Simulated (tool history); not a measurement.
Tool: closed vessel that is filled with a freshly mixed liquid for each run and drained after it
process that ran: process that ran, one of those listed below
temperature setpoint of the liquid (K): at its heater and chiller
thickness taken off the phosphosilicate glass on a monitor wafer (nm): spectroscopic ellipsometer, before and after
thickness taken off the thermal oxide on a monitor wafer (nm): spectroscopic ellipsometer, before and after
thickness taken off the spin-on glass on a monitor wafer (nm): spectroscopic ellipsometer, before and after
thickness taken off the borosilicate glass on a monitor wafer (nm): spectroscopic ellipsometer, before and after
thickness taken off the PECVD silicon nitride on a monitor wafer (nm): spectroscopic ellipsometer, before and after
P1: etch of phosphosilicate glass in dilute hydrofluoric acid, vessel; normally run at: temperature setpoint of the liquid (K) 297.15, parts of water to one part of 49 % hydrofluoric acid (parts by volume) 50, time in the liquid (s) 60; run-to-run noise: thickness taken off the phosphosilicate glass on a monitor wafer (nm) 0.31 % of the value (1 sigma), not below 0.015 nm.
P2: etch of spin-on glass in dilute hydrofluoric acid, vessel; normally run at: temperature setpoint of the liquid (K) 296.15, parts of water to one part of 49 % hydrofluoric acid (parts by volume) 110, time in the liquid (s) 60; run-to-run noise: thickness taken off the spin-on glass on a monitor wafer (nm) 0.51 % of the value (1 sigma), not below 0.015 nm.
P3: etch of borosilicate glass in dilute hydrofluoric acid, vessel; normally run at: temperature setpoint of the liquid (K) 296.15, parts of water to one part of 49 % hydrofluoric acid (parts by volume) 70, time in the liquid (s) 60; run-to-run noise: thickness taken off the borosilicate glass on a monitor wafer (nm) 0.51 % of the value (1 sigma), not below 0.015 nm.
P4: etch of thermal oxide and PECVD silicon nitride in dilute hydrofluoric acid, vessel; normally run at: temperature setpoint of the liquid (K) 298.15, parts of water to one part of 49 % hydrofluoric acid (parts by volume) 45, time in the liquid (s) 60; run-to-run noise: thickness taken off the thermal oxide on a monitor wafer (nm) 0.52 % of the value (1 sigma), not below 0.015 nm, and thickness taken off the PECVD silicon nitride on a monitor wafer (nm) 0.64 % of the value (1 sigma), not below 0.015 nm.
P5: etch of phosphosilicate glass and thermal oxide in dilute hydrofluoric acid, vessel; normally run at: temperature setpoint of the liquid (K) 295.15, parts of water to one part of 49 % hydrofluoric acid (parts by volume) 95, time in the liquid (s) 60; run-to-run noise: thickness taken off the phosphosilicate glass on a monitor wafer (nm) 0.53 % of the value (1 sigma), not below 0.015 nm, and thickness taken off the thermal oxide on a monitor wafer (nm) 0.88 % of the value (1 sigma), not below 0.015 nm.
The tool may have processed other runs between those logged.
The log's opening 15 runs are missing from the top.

| run | day | process that ran | temperature setpoint of the liquid (K) | parts of water to one part of 49 % hydrofluoric acid (parts by volume) | time in the liquid (s) | thickness taken off the phosphosilicate glass on a monitor wafer (nm) | thickness taken off the thermal oxide on a monitor wafer (nm) | thickness taken off the spin-on glass on a monitor wafer (nm) | thickness taken off the borosilicate glass on a monitor wafer (nm) | thickness taken off the PECVD silicon nitride on a monitor wafer (nm) |
|---|---|---|---|---|---|---|---|---|---|---|
| 16 | 7.888 | P4 | 298.15 | 45 | 60 |  | 7.0674 |  |  | 3.3546 |
| 17 | 8.279 | P1 | 297.15 | 50 | 100 | 357.380 |  |  |  |  |
| 18 | 8.629 | P1 | 297.15 | 50 | 30 | 107.010 |  |  |  |  |
| 19 | 9.092 | P3 | 303.65 | 70 | 60 |  |  |  | 39.987 |  |
| 20 | 9.558 | P4 | 298.15 | 45 | 30 |  | 3.5014 |  |  | 1.6550 |
| 21 | 10.083 | P4 | 298.15 | 30 | 60 |  | 10.8440 |  |  | 4.9911 |
| 22 | 10.367 | P1 | 291.65 | 50 | 60 | 169.940 |  |  |  |  |
| 23 | 10.908 | P1 | 297.15 | 90 | 30 | 56.440 |  |  |  |  |
| 24 | 11.308 | P5 | 295.15 | 95 | 110 | 64.465 | 5.0869 |  |  |  |
| 25 | 11.642 | P3 | 296.15 | 70 | 100 |  |  |  | 49.303 |  |
| 26 | 12.108 | P5 | 295.15 | 95 | 60 | 35.210 | 2.7257 |  |  |  |
| 27 | 12.462 | P2 | 296.15 | 110 | 105 |  |  | 20.3240 |  |  |
| 28 | 12.908 | P1 | 297.15 | 50 | 60 | 213.330 |  |  |  |  |
| 29 | 13.371 | P3 | 296.15 | 20 | 60 |  |  |  | 112.390 |  |
| 30 | 13.808 | P1 | 297.15 | 50 | 60 | 215.490 |  |  |  |  |

Forecast run 31:
| 31 | 14.192 | P1 | 297.15 | 50 | 60 | ? |  |  |  |  |

{"run 31": {"thickness taken off the phosphosilicate glass on a monitor wafer (nm)": 207.38}}
